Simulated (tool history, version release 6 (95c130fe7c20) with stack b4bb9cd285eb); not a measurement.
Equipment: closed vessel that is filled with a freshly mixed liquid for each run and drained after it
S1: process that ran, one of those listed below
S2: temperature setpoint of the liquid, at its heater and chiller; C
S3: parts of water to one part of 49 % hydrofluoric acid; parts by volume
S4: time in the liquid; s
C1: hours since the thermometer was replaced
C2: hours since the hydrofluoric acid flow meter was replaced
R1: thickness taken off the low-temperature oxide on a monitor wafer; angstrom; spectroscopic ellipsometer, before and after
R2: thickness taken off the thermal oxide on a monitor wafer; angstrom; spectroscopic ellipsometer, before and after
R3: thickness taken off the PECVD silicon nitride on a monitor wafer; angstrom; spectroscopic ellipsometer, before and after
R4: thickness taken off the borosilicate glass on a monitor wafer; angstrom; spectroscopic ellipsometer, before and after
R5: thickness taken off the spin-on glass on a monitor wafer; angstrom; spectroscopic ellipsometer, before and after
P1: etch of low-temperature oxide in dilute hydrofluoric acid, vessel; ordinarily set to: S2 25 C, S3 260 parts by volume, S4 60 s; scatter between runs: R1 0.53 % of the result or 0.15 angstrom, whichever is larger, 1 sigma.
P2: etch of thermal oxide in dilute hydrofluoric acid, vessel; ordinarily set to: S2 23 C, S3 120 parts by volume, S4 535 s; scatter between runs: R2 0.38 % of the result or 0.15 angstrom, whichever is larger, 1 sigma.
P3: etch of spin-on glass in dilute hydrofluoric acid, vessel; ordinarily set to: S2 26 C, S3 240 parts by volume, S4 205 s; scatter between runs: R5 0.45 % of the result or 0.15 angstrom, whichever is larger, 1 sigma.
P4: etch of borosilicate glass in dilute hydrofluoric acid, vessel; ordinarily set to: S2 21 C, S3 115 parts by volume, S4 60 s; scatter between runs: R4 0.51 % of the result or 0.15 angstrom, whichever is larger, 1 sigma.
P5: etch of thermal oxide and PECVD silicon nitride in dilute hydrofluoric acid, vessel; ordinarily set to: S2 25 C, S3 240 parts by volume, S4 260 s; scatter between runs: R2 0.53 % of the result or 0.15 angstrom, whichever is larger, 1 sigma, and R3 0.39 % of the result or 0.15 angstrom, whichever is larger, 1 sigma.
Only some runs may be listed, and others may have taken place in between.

run 1 hour=16.1 | S1=P1 S2=25 S3=260 S4=60 | C1=505.8 C2=1126 | R1=56.768
run 2 hour=25.9 | S1=P2 S2=23 S3=120 S4=1060 | C1=515.6 C2=1135.8 | R2=389.57
run 3 hour=42.8 | S1=P5 S2=17.5 S3=240 S4=260 | C1=532.5 C2=1152.7 | R2=33.044 R3=38.499
run 4 hour=53.8 | S1=P1 S2=25 S3=260 S4=60 | C1=543.5 C2=1163.7 | R1=55.913
run 5 hour=69.8 | S1=P4 S2=21 S3=115 S4=30 | C1=559.5 C2=1179.7 | R4=107.28
run 6 hour=80.3 | S1=P1 S2=25 S3=260 S4=90 | C1=570 C2=1190.2 | R1=84.447
run 7 hour=94.4 | S1=P5 S2=25 S3=240 S4=260 | C1=584.1 C2=1204.3 | R2=44.313 R3=62.057
run 8 hour=112.5 | S1=P1 S2=25 S3=260 S4=60 | C1=602.2 C2=1222.4 | R1=55.996
run 9 hour=128.3 | S1=P1 S2=25 S3=420 S4=60 | C1=618 C2=1238.2 | R1=29.592
run 10 hour=142.9 | S1=P1 S2=25 S3=70 S4=30 | C1=632.6 C2=1252.8 | R1=129.97
run 11 hour=154.7 | S1=P4 S2=21 S3=205 S4=60 | C1=644.4 C2=1264.6 | R4=107.83
run 12 hour=172.7 | S1=P1 S2=25 S3=260 S4=60 | C1=662.4 C2=1282.6 | R1=56.071
run 13 hour=185.5 | S1=P1 S2=25 S3=260 S4=60 | C1=675.2 C2=1295.4 | R1=56.217
run 14 hour=203.6 | S1=P3 S2=21 S3=240 S4=205 | C1=693.3 C2=1313.5 | R5=207.38
run 15 hour=217.9 | S1=P5 S2=25 S3=240 S4=30 | C1=707.6 C2=1327.8 | R2=4.9107 R3=6.9865
run 16 hour=229 | S1=P2 S2=23 S3=120 S4=535 | C1=718.7 C2=1338.9 | R2=193.87
run 17 hour=238.4 | S1=P5 S2=25 S3=240 S4=260 | C1=728.1 C2=1348.3 | R2=43.862 R3=62.368
run 18 hour=246.8 | S1=P1 S2=25 S3=135 S4=60 | C1=736.5 C2=1356.7 | R1=123.29
run 19 hour=259.7 | S1=P1 S2=21 S3=260 S4=60 | C1=749.4 C2=1369.6 | R1=48.255
run 20 hour=276.7 | S1=P1 S2=25 S3=260 S4=60 | C1=766.4 C2=1386.6 | R1=56.272
-- hour=289.1 thermometer replaced
run 21 hour=290.6 | S1=P4 S2=17 S3=115 S4=60 | C1=1.5 C2=1400.5 | R4=180.46
run 22 hour=302.3 | S1=P1 S2=25 S3=260 S4=35 | C1=13.2 C2=1412.2 | R1=32.772
run 23 hour=317 | S1=P3 S2=26 S3=355 S4=205 | C1=27.9 C2=1426.9 | R5=149.59
run 24 hour=333.4 | S1=P2 S2=23 S3=120 S4=535 | C1=44.3 C2=1443.3 | R2=195.43
run 25 hour=344.3 | S1=P3 S2=26 S3=240 S4=205 | C1=55.2 C2=1454.2 | R5=248.89
run 26 hour=356.3 | S1=P4 S2=21 S3=115 S4=60 | C1=67.2 C2=1466.2 | R4=211.76
run 27 hour=366.2 | S1=P5 S2=25 S3=415 S4=260 | C1=77.1 C2=1476.1 | R2=21.8 R3=36.351
run 28 hour=383.9 | S1=P1 S2=30.5 S3=260 S4=60 | C1=94.8 C2=1493.8 | R1=67.824
run 29 hour=399.6 | S1=P2 S2=30 S3=120 S4=535 | C1=110.5 C2=1509.5 | R2=255.19
run 30 hour=416.1 | S1=P3 S2=26 S3=240 S4=395 | C1=127 C2=1526 | R5=487.09
run 31 hour=424.2 | S1=P2 S2=23 S3=220 S4=535 | C1=135.1 C2=1534.1 | R2=96.251
run 32 hour=440.1 | S1=P1 S2=25 S3=260 S4=60 | C1=151 C2=1550 | R1=55.765
run 33 hour=449.1 | S1=P1 S2=25 S3=260 S4=60 | C1=160 C2=1559 | R1=57.446

Run 34 is up next; what results do you expect?
run 34 hour=463 | S1=P1 S2=25 S3=260 S4=60 | C1=173.9 C2=1572.9 | R1=?

Run 34 produced R1 58.732 angstrom.

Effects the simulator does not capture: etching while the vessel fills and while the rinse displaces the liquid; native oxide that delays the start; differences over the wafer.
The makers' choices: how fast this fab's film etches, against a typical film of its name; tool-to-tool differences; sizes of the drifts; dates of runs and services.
